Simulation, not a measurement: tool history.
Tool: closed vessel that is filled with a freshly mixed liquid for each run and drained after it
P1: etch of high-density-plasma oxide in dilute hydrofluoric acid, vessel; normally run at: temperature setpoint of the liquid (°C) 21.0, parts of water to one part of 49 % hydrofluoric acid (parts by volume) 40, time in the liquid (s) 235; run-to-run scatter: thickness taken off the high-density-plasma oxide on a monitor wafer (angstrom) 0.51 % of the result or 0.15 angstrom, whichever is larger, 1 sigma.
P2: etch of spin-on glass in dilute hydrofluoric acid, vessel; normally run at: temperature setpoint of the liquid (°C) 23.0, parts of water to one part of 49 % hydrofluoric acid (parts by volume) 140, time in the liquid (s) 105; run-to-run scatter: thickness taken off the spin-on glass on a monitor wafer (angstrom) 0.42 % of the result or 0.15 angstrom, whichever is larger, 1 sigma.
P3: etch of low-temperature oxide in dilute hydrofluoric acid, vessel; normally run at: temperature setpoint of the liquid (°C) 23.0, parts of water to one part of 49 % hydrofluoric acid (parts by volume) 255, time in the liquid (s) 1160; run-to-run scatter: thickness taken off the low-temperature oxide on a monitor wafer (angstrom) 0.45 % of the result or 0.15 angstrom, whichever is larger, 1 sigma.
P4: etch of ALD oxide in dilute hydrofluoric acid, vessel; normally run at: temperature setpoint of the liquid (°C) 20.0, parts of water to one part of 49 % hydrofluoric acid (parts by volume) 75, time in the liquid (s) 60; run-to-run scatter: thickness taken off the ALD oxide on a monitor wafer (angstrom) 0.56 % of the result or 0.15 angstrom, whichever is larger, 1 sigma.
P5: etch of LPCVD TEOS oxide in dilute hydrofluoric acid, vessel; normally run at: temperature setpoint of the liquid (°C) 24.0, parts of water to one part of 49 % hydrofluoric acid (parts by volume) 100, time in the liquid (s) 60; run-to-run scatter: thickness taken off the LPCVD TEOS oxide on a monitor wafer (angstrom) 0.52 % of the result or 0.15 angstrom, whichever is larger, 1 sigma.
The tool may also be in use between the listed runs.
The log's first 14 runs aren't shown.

| run | hour | process that ran | temperature setpoint of the liquid (°C) | parts of water to one part of 49 % hydrofluoric acid (parts by volume) | time in the liquid (s) | thickness taken off the high-density-plasma oxide on a monitor wafer (angstrom) | thickness taken off the low-temperature oxide on a monitor wafer (angstrom) | thickness taken off the spin-on glass on a monitor wafer (angstrom) | thickness taken off the ALD oxide on a monitor wafer (angstrom) | thickness taken off the LPCVD TEOS oxide on a monitor wafer (angstrom) |
|---|---|---|---|---|---|---|---|---|---|---|
| 15 | 189.4 | P5 | 24.0 | 100 | 30 |  |  |  |  | 137.92 |
| 16 | 207.0 | P1 | 21.0 | 40 | 235 | 283.910 |  |  |  |  |
| 17 | 222.8 | P5 | 24.0 | 100 | 60 |  |  |  |  | 277.92 |
| 18 | 238.9 | P3 | 17.0 | 255 | 1160 |  | 310.54 |  |  |  |
|  | 240.6 | hydrofluoric acid flow meter replaced |
| 19 | 251.0 | P2 | 17.0 | 140 | 105 |  |  | 215.54 |  |  |
| 20 | 259.6 | P4 | 17.0 | 75 | 60 |  |  |  | 198.09 |  |
| 21 | 275.2 | P1 | 21.0 | 40 | 410 | 493.920 |  |  |  |  |
| 22 | 289.7 | P5 | 32.5 | 100 | 60 |  |  |  |  | 382.11 |
| 23 | 303.3 | P5 | 24.0 | 20 | 60 |  |  |  |  | 1529.30 |
| 24 | 311.4 | P2 | 23.0 | 140 | 105 |  |  | 274.31 |  |  |
| 25 | 319.7 | P4 | 20.0 | 20 | 60 |  |  |  | 904.37 |  |
| 26 | 330.3 | P4 | 20.0 | 75 | 60 |  |  |  | 222.78 |  |
| 27 | 342.4 | P2 | 23.0 | 30 | 105 |  |  | 1464.50 |  |  |
| 28 | 356.0 | P1 | 21.0 | 40 | 235 | 283.760 |  |  |  |  |
| 29 | 367.9 | P1 | 21.0 | 40 | 235 | 293.380 |  |  |  |  |
| 30 | 384.4 | P1 | 21.0 | 40 | 235 | 298.460 |  |  |  |  |

Forecast run 31:
| 31 | 397.9 | P1 | 21.0 | 40 | 235 | ? |  |  |  |  |

thickness taken off the high-density-plasma oxide on a monitor wafer (angstrom): 302.090
